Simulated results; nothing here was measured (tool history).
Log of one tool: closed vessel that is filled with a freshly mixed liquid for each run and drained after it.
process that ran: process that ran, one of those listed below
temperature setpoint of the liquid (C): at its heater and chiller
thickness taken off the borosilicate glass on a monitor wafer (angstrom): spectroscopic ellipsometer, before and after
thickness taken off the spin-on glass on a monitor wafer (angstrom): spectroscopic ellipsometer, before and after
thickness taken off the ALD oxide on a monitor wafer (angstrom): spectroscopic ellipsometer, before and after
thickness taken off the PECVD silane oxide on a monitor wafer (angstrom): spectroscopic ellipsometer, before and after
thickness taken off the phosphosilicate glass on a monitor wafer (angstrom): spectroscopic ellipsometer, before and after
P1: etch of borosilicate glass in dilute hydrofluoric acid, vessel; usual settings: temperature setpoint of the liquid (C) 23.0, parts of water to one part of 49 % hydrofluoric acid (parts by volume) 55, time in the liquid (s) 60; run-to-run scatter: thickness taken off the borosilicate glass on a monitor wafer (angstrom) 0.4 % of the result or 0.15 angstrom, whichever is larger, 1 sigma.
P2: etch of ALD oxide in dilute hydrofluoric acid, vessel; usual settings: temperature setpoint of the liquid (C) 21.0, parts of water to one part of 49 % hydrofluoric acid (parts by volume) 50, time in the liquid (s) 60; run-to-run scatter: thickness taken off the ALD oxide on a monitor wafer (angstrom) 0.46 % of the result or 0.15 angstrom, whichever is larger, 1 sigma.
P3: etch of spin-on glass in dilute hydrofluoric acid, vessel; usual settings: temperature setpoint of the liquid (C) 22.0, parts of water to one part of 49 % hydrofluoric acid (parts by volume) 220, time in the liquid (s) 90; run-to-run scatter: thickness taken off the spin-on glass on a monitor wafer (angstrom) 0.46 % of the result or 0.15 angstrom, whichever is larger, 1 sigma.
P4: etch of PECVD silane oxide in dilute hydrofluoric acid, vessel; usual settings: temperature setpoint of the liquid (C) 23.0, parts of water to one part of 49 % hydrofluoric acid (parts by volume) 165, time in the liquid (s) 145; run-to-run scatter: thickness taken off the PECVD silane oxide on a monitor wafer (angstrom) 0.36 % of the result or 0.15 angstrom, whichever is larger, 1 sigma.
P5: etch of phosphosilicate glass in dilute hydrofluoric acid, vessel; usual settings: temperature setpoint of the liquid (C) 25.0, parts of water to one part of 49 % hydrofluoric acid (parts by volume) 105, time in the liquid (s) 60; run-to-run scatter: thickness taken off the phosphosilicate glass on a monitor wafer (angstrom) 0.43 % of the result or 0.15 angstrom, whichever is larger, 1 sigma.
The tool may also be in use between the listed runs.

run   hour  process that ran  temperature setpoint of the liquid (C)  parts of water to one part of 49 % hydrofluoric acid (parts by volume)  time in the liquid (s)  hours since the thermometer was replaced  hours since the hydrofluoric acid flow meter was replaced  thickness taken off the borosilicate glass on a monitor wafer (angstrom)  thickness taken off the spin-on glass on a monitor wafer (angstrom)  thickness taken off the ALD oxide on a monitor wafer (angstrom)  thickness taken off the PECVD silane oxide on a monitor wafer (angstrom)  thickness taken off the phosphosilicate glass on a monitor wafer (angstrom)
  1   12.0                P1                                    23.0                                                                      55                      60                                     426.7                                                      461.4                                                                    291.89
  2   20.7                P3                                    22.0                                                                     220                     150                                     435.4                                                      470.1                                                                                                                                        201.290
  3   33.4                P1                                    23.0                                                                      55                      30                                     448.1                                                      482.8                                                                    146.78
  4   45.3                P2                                    21.0                                                                      80                      60                                     460.0                                                      494.7                                                                                                                                                                                                          65.104
  5   55.9                P1                                    23.0                                                                      55                      60                                     470.6                                                      505.3                                                                    294.31
  6   62.6                P3                                    29.0                                                                     220                      90                                     477.3                                                      512.0                                                                                                                                        157.090
  7   72.0                P1                                    23.0                                                                      55                      60                                     486.7                                                      521.4                                                                    293.15
  8   85.3                P1                                    23.0                                                                      85                      60                                     500.0                                                      534.7                                                                    184.27
  9   92.7                P4                                    23.0                                                                     165                     145                                     507.4                                                      542.1                                                                                                                                                                                                                                                                                    170.26
 10  100.3                P2                                    21.0                                                                      50                      60                                     515.0                                                      549.7                                                                                                                                                                                                         108.150
 11  110.6                P5                                    25.0                                                                      55                      60                                     525.3                                                      560.0                                                                                                                                                                                                                                                                                                                                                                 908.30
 12  122.9                P1                                    17.0                                                                      55                      60                                     537.6                                                      572.3                                                                    228.81
 13  132.8                P5                                    25.0                                                                     105                      60                                     547.5                                                      582.2                                                                                                                                                                                                                                                                                                                                                                 451.54
 14  144.7                P1                                    23.0                                                                      55                      60                                     559.4                                                      594.1                                                                    292.71
 15  151.8                P4                                    23.0                                                                     165                     245                                     566.5                                                      601.2                                                                                                                                                                                                                                                                                    286.71
 16  167.1                P1                                    23.0                                                                      55                     100                                     581.8                                                      616.5                                                                    489.05
 17  181.9                P3                                    22.0                                                                     395                      90                                     596.6                                                      631.3                                                                                                                                         57.412
 18  194.4                P2                                    21.0                                                                      50                     110                                     609.1                                                      643.8                                                                                                                                                                                                         198.660
 19  203.4                P1                                    23.0                                                                      55                      60                                     618.1                                                      652.8                                                                    293.00
 20  214.7                P5                                    20.0                                                                     105                      60                                     629.4                                                      664.1                                                                                                                                                                                                                                                                                                                                                                 366.29
 21  226.5                P1                                    30.0                                                                      20                      60                                     641.2                                                      675.9                                                                   1133.00
 22  235.0                P4                                    23.0                                                                      45                     145                                     649.7                                                      684.4                                                                                                                                                                                                                                                                                    721.74
 23  243.5                P3                                    22.0                                                                     220                      90                                     658.2                                                      692.9                                                                                                                                        121.400
 24  255.1                P1                                    23.0                                                                      20                      60                                     669.8                                                      704.5                                                                    846.40
 25  270.1                P1                                    23.0                                                                      55                      60                                     684.8                                                      719.5                                                                    295.43
 26  277.1                P1                                    28.0                                                                      90                      60                                     691.8                                                      726.5                                                                    210.49
 27  283.7                P2                                    21.0                                                                      50                      60                                     698.4                                                      733.1                                                                                                                                                                                                         107.420
 28  298.0                P2                                    17.0                                                                      50                      60                                     712.7                                                      747.4                                                                                                                                                                                                          91.363
 29  308.5                P4                                    28.0                                                                     165                     145                                     723.2                                                      757.9                                                                                                                                                                                                                                                                                    204.84
 30  322.8                P3                                    22.0                                                                     220                      90                                     737.5                                                      772.2                                                                                                                                        121.170
 31  338.1                P5                                    25.0                                                                     105                      30                                     752.8                                                      787.5                                                                                                                                                                                                                                                                                                                                                                 224.01
 32  352.2                P1                                    23.0                                                                      30                      85                                     766.9                                                      801.6                                                                    786.02
 33  361.5                P1                                    28.5                                                                      55                      60                                     776.2                                                      810.9                                                                    369.93
 34  373.5                P1                                    23.0                                                                      55                      60                                     788.2                                                      822.9                                                                    295.22
 35  383.8                P1                                    23.0                                                                      55                      60                                     798.5                                                      833.2                                                                    284.18
 36  395.3                P1                                    23.0                                                                      55                      60                                     810.0                                                      844.7                                                                    275.20
 37  407.6                P1                                    23.0                                                                      55                      60                                     822.3                                                      857.0                                                                    271.33
 38  417.1                P1                                    23.0                                                                      55                      60                                     831.8                                                      866.5                                                                    275.33
 39  423.7                P1                                    23.0                                                                      55                      60                                     838.4                                                      873.1                                                                    270.48
 40  435.0                P1                                    23.0                                                                      55                      60                                     849.7                                                      884.4                                                                    271.04

What P1 gives has crept away from where it was. These 2 causes fit the log equally well, each at the size given:
A: liquid colder than its thermometer reads (K) = 1.93
B: hydrofluoric acid flow below the setpoint (%) = 7.18
The creep began at about hour 373.5.

4 check runs are offered, each on 2 wafers whose results are averaged, their results left as question marks. Which one tells the causes apart?
check 1  446.3                P2                                    17.0                                                                      50                      90                                                                                                                                                                                                                                                                                                                    ?
check 2  446.3                P4                                    27.0                                                                      60                     145                                                                                                                                                                                                                                                                                                                                                                                              ?
check 3  446.3                P3                                    27.5                                                                     300                      90                                                                                                                                                                                                                                                   ?
check 4  446.3                P5                                    22.0                                                                      70                      60                                                                                                                                                                                                                                                                                                                                                                                                                                                                           ?

What each check would give under each cause:
  check                                                                       result     if A     if B
check 1              thickness taken off the ALD oxide on a monitor wafer (angstrom)  126.090  126.810
check 2     thickness taken off the PECVD silane oxide on a monitor wafer (angstrom)   574.72   572.72
check 3          thickness taken off the spin-on glass on a monitor wafer (angstrom)   93.273   90.192
check 4  thickness taken off the phosphosilicate glass on a monitor wafer (angstrom)   573.71   573.19
How far apart the two closest causes lie, in the result that separates them most: check 1 0.57 %; check 2 0.35 %; check 3 3.36 %; check 4 0.09 %
Check 3 tells the causes apart: in the others they would give nearly the same result.

Check 3 was then run and gave: thickness taken off the spin-on glass on a monitor wafer (angstrom) 90.140. Which cause is it?

It is B: hydrofluoric acid flow below the setpoint (%).

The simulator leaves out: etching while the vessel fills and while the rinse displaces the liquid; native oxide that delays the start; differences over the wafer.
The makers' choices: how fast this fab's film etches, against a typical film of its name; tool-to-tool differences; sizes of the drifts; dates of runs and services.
